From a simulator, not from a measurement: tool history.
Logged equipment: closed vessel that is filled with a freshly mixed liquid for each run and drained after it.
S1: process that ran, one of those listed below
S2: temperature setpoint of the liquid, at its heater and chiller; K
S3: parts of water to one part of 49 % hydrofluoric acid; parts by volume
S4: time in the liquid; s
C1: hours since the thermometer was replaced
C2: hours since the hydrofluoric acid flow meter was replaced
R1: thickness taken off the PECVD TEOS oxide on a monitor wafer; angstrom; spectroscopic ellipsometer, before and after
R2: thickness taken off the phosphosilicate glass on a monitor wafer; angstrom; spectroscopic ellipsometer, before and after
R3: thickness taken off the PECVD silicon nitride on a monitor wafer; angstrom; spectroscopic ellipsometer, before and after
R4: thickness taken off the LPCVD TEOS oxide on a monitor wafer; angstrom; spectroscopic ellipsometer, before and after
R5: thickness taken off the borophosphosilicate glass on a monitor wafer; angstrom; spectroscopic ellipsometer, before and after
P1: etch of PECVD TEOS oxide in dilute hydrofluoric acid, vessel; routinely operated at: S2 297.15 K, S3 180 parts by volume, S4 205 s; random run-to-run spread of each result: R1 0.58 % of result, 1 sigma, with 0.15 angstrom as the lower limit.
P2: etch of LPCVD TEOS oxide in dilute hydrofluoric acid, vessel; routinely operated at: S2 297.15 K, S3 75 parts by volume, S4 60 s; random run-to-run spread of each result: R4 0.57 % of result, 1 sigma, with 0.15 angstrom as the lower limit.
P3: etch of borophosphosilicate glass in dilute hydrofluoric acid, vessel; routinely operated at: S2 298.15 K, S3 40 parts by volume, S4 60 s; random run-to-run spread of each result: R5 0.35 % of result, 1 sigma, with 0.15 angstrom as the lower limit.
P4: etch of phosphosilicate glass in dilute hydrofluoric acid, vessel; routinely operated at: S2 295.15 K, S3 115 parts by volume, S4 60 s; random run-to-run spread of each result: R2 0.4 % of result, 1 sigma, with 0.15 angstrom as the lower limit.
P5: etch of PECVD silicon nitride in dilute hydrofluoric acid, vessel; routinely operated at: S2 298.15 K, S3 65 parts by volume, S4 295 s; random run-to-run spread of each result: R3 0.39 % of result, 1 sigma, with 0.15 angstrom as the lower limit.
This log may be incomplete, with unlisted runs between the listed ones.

{"run": 1, "day": 0.262, "S1": "P1", "S2": 297.15, "S3": 180, "S4": 205, "C1": 72.3, "C2": 116.7, "R1": 227.05}
{"run": 2, "day": 0.733, "S1": "P1", "S2": 297.15, "S3": 70, "S4": 30, "C1": 83.6, "C2": 128, "R1": 97.112}
{"run": 3, "day": 1.079, "S1": "P1", "S2": 297.15, "S3": 180, "S4": 205, "C1": 91.9, "C2": 136.3, "R1": 229.82}
{"run": 4, "day": 1.354, "S1": "P4", "S2": 295.15, "S3": 205, "S4": 60, "C1": 98.5, "C2": 142.9, "R2": 378.1}
{"run": 5, "day": 1.771, "S1": "P5", "S2": 298.15, "S3": 20, "S4": 295, "C1": 108.5, "C2": 152.9, "R3": 841.45}
{"run": 6, "day": 2.033, "S1": "P2", "S2": 305.15, "S3": 75, "S4": 60, "C1": 114.8, "C2": 159.2, "R4": 312.04}
{"run": 7, "day": 2.246, "S1": "P4", "S2": 295.15, "S3": 115, "S4": 60, "C1": 119.9, "C2": 164.3, "R2": 743.18}
{"run": 8, "day": 2.521, "S1": "P2", "S2": 297.15, "S3": 75, "S4": 85, "C1": 126.5, "C2": 170.9, "R4": 325.93}
{"run": 9, "day": 2.979, "S1": "P1", "S2": 297.15, "S3": 180, "S4": 380, "C1": 137.5, "C2": 181.9, "R1": 421.39}
{"run": 10, "day": 3.354, "S1": "P3", "S2": 298.15, "S3": 75, "S4": 60, "C1": 146.5, "C2": 190.9, "R5": 401.23}
{"run": 11, "day": 3.621, "S1": "P1", "S2": 297.15, "S3": 180, "S4": 205, "C1": 152.9, "C2": 197.3, "R1": 227.69}
{"run": 12, "day": 3.908, "S1": "P3", "S2": 298.15, "S3": 40, "S4": 30, "C1": 159.8, "C2": 204.2, "R5": 393.9}
{"run": 13, "day": 4.188, "S1": "P1", "S2": 290.65, "S3": 180, "S4": 205, "C1": 166.5, "C2": 210.9, "R1": 177.04}
{"run": 14, "day": 4.433, "S1": "P2", "S2": 297.15, "S3": 75, "S4": 60, "C1": 172.4, "C2": 216.8, "R4": 233.35}
{"run": 15, "day": 4.892, "S1": "P2", "S2": 297.15, "S3": 135, "S4": 60, "C1": 183.4, "C2": 227.8, "R4": 120.5}
{"run": 16, "day": 5.192, "S1": "P1", "S2": 297.15, "S3": 180, "S4": 205, "C1": 190.6, "C2": 235, "R1": 230.57}
{"run": 17, "day": 5.429, "S1": "P1", "S2": 297.15, "S3": 35, "S4": 205, "C1": 196.3, "C2": 240.7, "R1": 1397.1}
{"run": 18, "day": 5.683, "S1": "P4", "S2": 295.15, "S3": 115, "S4": 30, "C1": 202.4, "C2": 246.8, "R2": 369.81}
{"run": 19, "day": 6.042, "S1": "P1", "S2": 297.15, "S3": 180, "S4": 60, "C1": 211, "C2": 255.4, "R1": 66.085}
{"run": 20, "day": 6.308, "S1": "P5", "S2": 298.15, "S3": 65, "S4": 295, "C1": 217.4, "C2": 261.8, "R3": 267.85}
{"run": 21, "day": 6.667, "S1": "P1", "S2": 297.15, "S3": 180, "S4": 205, "C1": 226, "C2": 270.4, "R1": 227.28}
{"run": 22, "day": 7.038, "S1": "P3", "S2": 298.15, "S3": 40, "S4": 60, "C1": 234.9, "C2": 279.3, "R5": 784.05}
{"run": 23, "day": 7.408, "S1": "P1", "S2": 297.15, "S3": 290, "S4": 205, "C1": 243.8, "C2": 288.2, "R1": 125.98}
{"run": 24, "day": 7.867, "S1": "P5", "S2": 298.15, "S3": 65, "S4": 535, "C1": 254.8, "C2": 299.2, "R3": 482.27}
{"run": 25, "day": 8.129, "S1": "P5", "S2": 292.65, "S3": 65, "S4": 295, "C1": 261.1, "C2": 305.5, "R3": 183.52}
{"run": 26, "day": 8.35, "S1": "P4", "S2": 303.15, "S3": 115, "S4": 60, "C1": 266.4, "C2": 310.8, "R2": 1008.3}
{"day": 8.642, "done": "thermometer replaced"}
{"run": 27, "day": 8.746, "S1": "P1", "S2": 297.15, "S3": 180, "S4": 205, "C1": 2.6, "C2": 320.3, "R1": 228.23}
{"run": 28, "day": 9.192, "S1": "P1", "S2": 302.15, "S3": 270, "S4": 205, "C1": 13.3, "C2": 331, "R1": 164.72}
{"run": 29, "day": 9.421, "S1": "P1", "S2": 301.15, "S3": 180, "S4": 205, "C1": 18.8, "C2": 336.5, "R1": 261.96}
{"run": 30, "day": 9.833, "S1": "P3", "S2": 306.15, "S3": 40, "S4": 60, "C1": 28.7, "C2": 346.4, "R5": 1077.9}
{"run": 31, "day": 10.079, "S1": "P1", "S2": 297.15, "S3": 180, "S4": 205, "C1": 34.6, "C2": 352.3, "R1": 228.94}
{"run": 32, "day": 10.479, "S1": "P1", "S2": 297.15, "S3": 180, "S4": 205, "C1": 44.2, "C2": 361.9, "R1": 233.48}
{"run": 33, "day": 10.838, "S1": "P1", "S2": 297.15, "S3": 180, "S4": 205, "C1": 52.8, "C2": 370.5, "R1": 235.9}
{"run": 34, "day": 11.079, "S1": "P1", "S2": 297.15, "S3": 180, "S4": 205, "C1": 58.6, "C2": 376.3, "R1": 239.05}
{"run": 35, "day": 11.488, "S1": "P1", "S2": 297.15, "S3": 180, "S4": 205, "C1": 68.4, "C2": 386.1, "R1": 240.46}
{"run": 36, "day": 11.904, "S1": "P1", "S2": 297.15, "S3": 180, "S4": 205, "C1": 78.4, "C2": 396.1, "R1": 240.6}
{"run": 37, "day": 12.292, "S1": "P1", "S2": 297.15, "S3": 180, "S4": 205, "C1": 87.7, "C2": 405.4, "R1": 243.74}

The log shows P1 creeping away from where it was. Any of the 2 causes listed here, at the size stated for it, fits the log just as well as the others:
A: liquid hotter than its thermometer reads (K) = 1.54
B: hydrofluoric acid flow above the setpoint (%) = 4.9
The creep began at about day 10.079.

Question marks stand in for the results of the 4 check runs listed below, each run on one wafer. Under which run would the listed causes show clearly different results?
{"run": "check 1", "day": 12.679, "S1": "P4", "S2": 303.15, "S3": 200, "S4": 60, "R2": "?"}
{"run": "check 2", "day": 12.679, "S1": "P2", "S2": 302.65, "S3": 115, "S4": 60, "R4": "?"}
{"run": "check 3", "day": 12.679, "S1": "P5", "S2": 298.15, "S3": 45, "S4": 495, "R3": "?"}
{"run": "check 4", "day": 12.679, "S1": "P3", "S2": 302.15, "S3": 70, "S4": 60, "R5": "?"}

How each check would come out, cause by cause:
check=check_1 result=R2 if_A=547.27 if_B=550.89
check=check_2 result=R4 if_A=186.07 if_B=185.76
check=check_3 result=R3 if_A=714.11 if_B=675.2
check=check_4 result=R5 if_A=536.22 if_B=532.57
Per check, the gap between the least separated pair of causes, taken in the result that splits them most: check 1 0.66 %; check 2 0.17 %; check 3 5.6 %; check 4 0.68 %
Check 3 distinguishes between the causes, while the remaining checks would return nearly the same result for all of them.

Check 3 was then run and gave: R3 714.54 angstrom. Which cause is it?

It is A: liquid hotter than its thermometer reads (K).
